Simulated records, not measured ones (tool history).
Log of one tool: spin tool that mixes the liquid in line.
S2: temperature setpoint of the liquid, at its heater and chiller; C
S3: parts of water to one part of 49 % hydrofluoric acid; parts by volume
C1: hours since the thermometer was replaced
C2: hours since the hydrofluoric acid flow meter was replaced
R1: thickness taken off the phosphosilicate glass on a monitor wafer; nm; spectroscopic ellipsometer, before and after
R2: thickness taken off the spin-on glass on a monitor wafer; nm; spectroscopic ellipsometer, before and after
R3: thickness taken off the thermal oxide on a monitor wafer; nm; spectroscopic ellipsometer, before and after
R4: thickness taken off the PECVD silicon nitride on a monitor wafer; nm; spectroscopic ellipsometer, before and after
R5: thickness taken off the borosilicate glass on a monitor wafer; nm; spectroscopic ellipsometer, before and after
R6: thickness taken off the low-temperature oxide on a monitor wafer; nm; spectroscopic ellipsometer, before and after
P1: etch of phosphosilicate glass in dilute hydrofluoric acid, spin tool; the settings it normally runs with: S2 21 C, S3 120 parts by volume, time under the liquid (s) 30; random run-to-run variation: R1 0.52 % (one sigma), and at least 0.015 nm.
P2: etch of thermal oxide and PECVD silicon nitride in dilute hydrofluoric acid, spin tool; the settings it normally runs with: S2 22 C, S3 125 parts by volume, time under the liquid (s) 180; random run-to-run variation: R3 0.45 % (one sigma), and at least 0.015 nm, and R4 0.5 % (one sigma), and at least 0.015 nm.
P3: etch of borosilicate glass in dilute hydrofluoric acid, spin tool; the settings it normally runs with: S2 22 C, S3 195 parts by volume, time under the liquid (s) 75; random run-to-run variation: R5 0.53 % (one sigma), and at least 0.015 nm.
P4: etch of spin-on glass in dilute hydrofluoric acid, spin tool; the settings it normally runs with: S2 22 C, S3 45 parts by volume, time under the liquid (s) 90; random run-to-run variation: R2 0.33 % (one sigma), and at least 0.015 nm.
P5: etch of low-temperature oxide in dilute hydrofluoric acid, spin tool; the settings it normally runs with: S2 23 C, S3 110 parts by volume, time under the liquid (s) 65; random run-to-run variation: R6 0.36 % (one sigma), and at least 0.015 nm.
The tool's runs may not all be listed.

{"run": 1, "hour": 6.8, "process that ran": "P1", "S2": 21, "S3": 120, "time under the liquid (s)": 30, "C1": 741.1, "C2": 311.5, "R1": 30.93}
{"run": 2, "hour": 15.6, "process that ran": "P4", "S2": 22, "S3": 45, "time under the liquid (s)": 160, "C1": 749.9, "C2": 320.3, "R2": 85.851}
{"run": 3, "hour": 27.0, "process that ran": "P1", "S2": 21, "S3": 120, "time under the liquid (s)": 50, "C1": 761.3, "C2": 331.7, "R1": 51.386}
{"run": 4, "hour": 40.6, "process that ran": "P2", "S2": 22, "S3": 125, "time under the liquid (s)": 325, "C1": 774.9, "C2": 345.3, "R3": 11.15, "R4": 10.581}
{"run": 5, "hour": 53.6, "process that ran": "P1", "S2": 21, "S3": 120, "time under the liquid (s)": 30, "C1": 787.9, "C2": 358.3, "R1": 30.961}
{"run": 6, "hour": 65.0, "process that ran": "P1", "S2": 21, "S3": 205, "time under the liquid (s)": 15, "C1": 799.3, "C2": 369.7, "R1": 8.1861}
{"run": 7, "hour": 73.4, "process that ran": "P3", "S2": 22, "S3": 195, "time under the liquid (s)": 110, "C1": 807.7, "C2": 378.1, "R5": 16.712}
{"run": 8, "hour": 80.8, "process that ran": "P5", "S2": 23, "S3": 110, "time under the liquid (s)": 65, "C1": 815.1, "C2": 385.5, "R6": 8.4891}
{"run": 9, "hour": 89.1, "process that ran": "P4", "S2": 29, "S3": 45, "time under the liquid (s)": 90, "C1": 823.4, "C2": 393.8, "R2": 64.461}
{"run": 10, "hour": 101.3, "process that ran": "P2", "S2": 22, "S3": 185, "time under the liquid (s)": 180, "C1": 835.6, "C2": 406, "R3": 3.8705, "R4": 4.0026}
{"run": 11, "hour": 107.4, "process that ran": "P4", "S2": 22, "S3": 75, "time under the liquid (s)": 90, "C1": 841.7, "C2": 412.1, "R2": 27.875}
{"run": 12, "hour": 114.6, "process that ran": "P5", "S2": 23, "S3": 25, "time under the liquid (s)": 65, "C1": 848.9, "C2": 419.3, "R6": 41.372}
{"run": 13, "hour": 123.4, "process that ran": "P1", "S2": 21, "S3": 120, "time under the liquid (s)": 15, "C1": 857.7, "C2": 428.1, "R1": 15.364}
{"run": 14, "hour": 132.3, "process that ran": "P1", "S2": 21, "S3": 35, "time under the liquid (s)": 30, "C1": 866.6, "C2": 437, "R1": 117.09}
{"run": 15, "hour": 144.3, "process that ran": "P3", "S2": 29, "S3": 195, "time under the liquid (s)": 75, "C1": 878.6, "C2": 449, "R5": 14.534}
{"run": 16, "hour": 151.5, "process that ran": "P2", "S2": 22, "S3": 125, "time under the liquid (s)": 180, "C1": 885.8, "C2": 456.2, "R3": 6.1144, "R4": 5.8993}
{"run": 17, "hour": 162.4, "process that ran": "P5", "S2": 23, "S3": 110, "time under the liquid (s)": 65, "C1": 896.7, "C2": 467.1, "R6": 8.483}
{"run": 18, "hour": 169.0, "process that ran": "P4", "S2": 22, "S3": 45, "time under the liquid (s)": 90, "C1": 903.3, "C2": 473.7, "R2": 48.435}
{"run": 19, "hour": 179.2, "process that ran": "P1", "S2": 21, "S3": 120, "time under the liquid (s)": 30, "C1": 913.5, "C2": 483.9, "R1": 31.016}
{"run": 20, "hour": 191.6, "process that ran": "P1", "S2": 17, "S3": 120, "time under the liquid (s)": 30, "C1": 925.9, "C2": 496.3, "R1": 26.207}
{"run": 21, "hour": 203.3, "process that ran": "P1", "S2": 25.5, "S3": 120, "time under the liquid (s)": 30, "C1": 937.6, "C2": 508, "R1": 36.52}
{"run": 22, "hour": 216.7, "process that ran": "P1", "S2": 21, "S3": 120, "time under the liquid (s)": 30, "C1": 951, "C2": 521.4, "R1": 30.775}
{"run": 23, "hour": 227.4, "process that ran": "P1", "S2": 21, "S3": 220, "time under the liquid (s)": 30, "C1": 961.7, "C2": 532.1, "R1": 15.175}
{"run": 24, "hour": 235.0, "process that ran": "P2", "S2": 17, "S3": 125, "time under the liquid (s)": 180, "C1": 969.3, "C2": 539.7, "R3": 5.0531, "R4": 4.2302}
{"run": 25, "hour": 247.6, "process that ran": "P5", "S2": 23, "S3": 110, "time under the liquid (s)": 30, "C1": 981.9, "C2": 552.3, "R6": 3.8878}
{"run": 26, "hour": 256.2, "process that ran": "P3", "S2": 22, "S3": 195, "time under the liquid (s)": 75, "C1": 990.5, "C2": 560.9, "R5": 11.339}
{"run": 27, "hour": 262.7, "process that ran": "P1", "S2": 21, "S3": 120, "time under the liquid (s)": 30, "C1": 997, "C2": 567.4, "R1": 30.652}
{"run": 28, "hour": 269.8, "process that ran": "P4", "S2": 22, "S3": 45, "time under the liquid (s)": 90, "C1": 1004.1, "C2": 574.5, "R2": 48.183}
{"run": 29, "hour": 280.1, "process that ran": "P1", "S2": 21, "S3": 120, "time under the liquid (s)": 30, "C1": 1014.4, "C2": 584.8, "R1": 30.841}
{"run": 30, "hour": 289.2, "process that ran": "P3", "S2": 22, "S3": 35, "time under the liquid (s)": 75, "C1": 1023.5, "C2": 593.9, "R5": 76.087}
{"run": 31, "hour": 295.5, "process that ran": "P5", "S2": 17, "S3": 110, "time under the liquid (s)": 65, "C1": 1029.8, "C2": 600.2, "R6": 6.625}
{"run": 32, "hour": 308.1, "process that ran": "P2", "S2": 22, "S3": 125, "time under the liquid (s)": 180, "C1": 1042.4, "C2": 612.8, "R3": 6.162, "R4": 5.8867}
{"run": 33, "hour": 317.0, "process that ran": "P1", "S2": 21, "S3": 120, "time under the liquid (s)": 30, "C1": 1051.3, "C2": 621.7, "R1": 30.829}
{"run": 34, "hour": 329.6, "process that ran": "P1", "S2": 21, "S3": 120, "time under the liquid (s)": 30, "C1": 1063.9, "C2": 634.3, "R1": 32.33}
{"run": 35, "hour": 337.8, "process that ran": "P1", "S2": 21, "S3": 120, "time under the liquid (s)": 30, "C1": 1072.1, "C2": 642.5, "R1": 32.203}
{"run": 36, "hour": 345.7, "process that ran": "P1", "S2": 21, "S3": 120, "time under the liquid (s)": 30, "C1": 1080, "C2": 650.4, "R1": 32.707}
{"run": 37, "hour": 353.1, "process that ran": "P1", "S2": 21, "S3": 120, "time under the liquid (s)": 30, "C1": 1087.4, "C2": 657.8, "R1": 32.952}
{"run": 38, "hour": 366.0, "process that ran": "P1", "S2": 21, "S3": 120, "time under the liquid (s)": 30, "C1": 1100.3, "C2": 670.7, "R1": 33.122}
{"run": 39, "hour": 373.7, "process that ran": "P1", "S2": 21, "S3": 120, "time under the liquid (s)": 30, "C1": 1108, "C2": 678.4, "R1": 33.261}
{"run": 40, "hour": 381.9, "process that ran": "P1", "S2": 21, "S3": 120, "time under the liquid (s)": 30, "C1": 1116.2, "C2": 686.6, "R1": 33.326}
{"run": 41, "hour": 389.1, "process that ran": "P1", "S2": 21, "S3": 120, "time under the liquid (s)": 30, "C1": 1123.4, "C2": 693.8, "R1": 33.37}
{"run": 42, "hour": 397.5, "process that ran": "P1", "S2": 21, "S3": 120, "time under the liquid (s)": 30, "C1": 1131.8, "C2": 702.2, "R1": 33.565}
{"run": 43, "hour": 406.1, "process that ran": "P1", "S2": 21, "S3": 120, "time under the liquid (s)": 30, "C1": 1140.4, "C2": 710.8, "R1": 33.557}

Something has made what P1 gives creep away from where it was; the 2 causes below, each at its own stated size, fit the log equally well:
A: liquid hotter than its thermometer reads (K) = 2.08
B: hydrofluoric acid flow above the setpoint (%) = 7.58
At approximately hour 317, the process output began to creep.

Which of the 4 check runs listed below separates the causes, so that each cause would produce a clearly different result? Each run uses one wafer, and its results are marked with question marks.
{"run": "check 1", "hour": 414.7, "process that ran": "P4", "S2": 22, "S3": 75, "time under the liquid (s)": 90, "R2": "?"}
{"run": "check 2", "hour": 414.7, "process that ran": "P2", "S2": 17, "S3": 125, "time under the liquid (s)": 270, "R3": "?", "R4": "?"}
{"run": "check 3", "hour": 414.7, "process that ran": "P3", "S2": 22, "S3": 40, "time under the liquid (s)": 75, "R5": "?"}
{"run": "check 4", "hour": 414.7, "process that ran": "P5", "S2": 17, "S3": 110, "time under the liquid (s)": 65, "R6": "?"}

Outcome of each check run for each possible cause:
check=check_1 result=R2 if_A=30.393 if_B=30.236
check=check_2 result=R3 if_A=8.2079 if_B=8.1778
check=check_2 result=R4 if_A=7.2193 if_B=6.7181
check=check_3 result=R5 if_A=71.737 if_B=71.007
check=check_4 result=R6 if_A=7.2361 if_B=7.1973
Smallest distance between any two causes, each pair judged by its most separating result, in per cent: check 1 0.52 %; check 2 7.19 %; check 3 1.02 %; check 4 0.54 %
Check 2 is the one run that separates the causes; every other check would come out nearly the same whichever cause is at work.

Check 2 has now been run. It gave: R3 8.2488 nm; R4 7.1543 nm. Which of the candidate causes is it?

A is the cause: liquid hotter than its thermometer reads (K).
